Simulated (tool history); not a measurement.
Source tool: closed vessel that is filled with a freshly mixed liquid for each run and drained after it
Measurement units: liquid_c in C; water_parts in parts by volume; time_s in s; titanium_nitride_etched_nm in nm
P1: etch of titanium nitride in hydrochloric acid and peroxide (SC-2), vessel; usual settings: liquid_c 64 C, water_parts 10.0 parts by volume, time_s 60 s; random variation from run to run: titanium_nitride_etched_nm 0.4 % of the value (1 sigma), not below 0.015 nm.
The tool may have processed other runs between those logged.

run	hour	liquid_c	water_parts	time_s	titanium_nitride_etched_nm
1	13.4	64	10.0	60	5.3837
2	24.2	72	10.0	60	8.6770
3	32.1	64	15.0	85	5.3860
4	41.7	50	10.0	60	2.1999
5	53.3	64	17.5	100	5.4786
6	63.5	64	10.0	100	8.9502
7	76.0	64	10.0	60	5.4167
8	86.8	64	10.0	60	5.3705
9	94.6	64	18.5	60	3.1598
10	104.5	64	4.0	60	10.8030
11	114.1	64	6.5	30	3.7787
12	124.2	64	10.0	30	2.6835
13	132.8	64	10.0	60	5.3590
14	139.4	64	10.0	60	5.3741
15	146.2	64	10.0	60	5.4000
16	157.0	64	10.0	60	5.5505
17	167.9	64	10.0	60	5.6712
18	173.9	64	10.0	60	5.7141
19	183.2	64	10.0	60	5.8139
20	196.6	64	10.0	60	5.8127
21	209.1	64	10.0	60	5.8607
22	215.5	64	10.0	60	5.8713
23	222.3	64	10.0	60	5.8541
24	232.4	64	10.0	60	5.8643

What P1 gives has crept away from where it was. These 2 causes fit the log equally well, each at the size given:
A: chemicals flow above the setpoint (%) = 11.2
B: liquid hotter than its thermometer reads (K) = 1.44
At approximately hour 146.2, the process output began to creep.
Other possible causes, and why each is ruled out:
peroxide weaker than its label (%): at most 8, which would move titanium_nitride_etched_nm by -7.4 %: too little, or the wrong way

You are offered 4 check runs, listed below with question marks in place of their results; each one averages 2 wafers. Which run separates the listed causes by giving clearly different results for each?
check 1	242.5	53.5	4.0	60	?
check 2	242.5	53.5	10.0	60	?
check 3	242.5	64.0	17.5	30	?
check 4	242.5	64.0	13.0	60	?

Outcome of each check run for each possible cause:
check	result	if A	if B
check 1	titanium_nitride_etched_nm	5.9440	6.0886
check 2	titanium_nitride_etched_nm	3.0264	3.0443
check 3	titanium_nitride_etched_nm	1.8215	1.8089
check 4	titanium_nitride_etched_nm	4.7196	4.7032
Gap, in per cent, between the two causes that each check separates least, read from the result that separates them most: check 1 2.4 %; check 2 0.59 %; check 3 0.69 %; check 4 0.35 %
Only check 1 tells the causes apart: in the others they would give nearly the same result.

Check 1 has now been run. It gave: titanium_nitride_etched_nm 6.0607 nm. Which of the candidate causes is it?

The cause is B: liquid hotter than its thermometer reads (K).

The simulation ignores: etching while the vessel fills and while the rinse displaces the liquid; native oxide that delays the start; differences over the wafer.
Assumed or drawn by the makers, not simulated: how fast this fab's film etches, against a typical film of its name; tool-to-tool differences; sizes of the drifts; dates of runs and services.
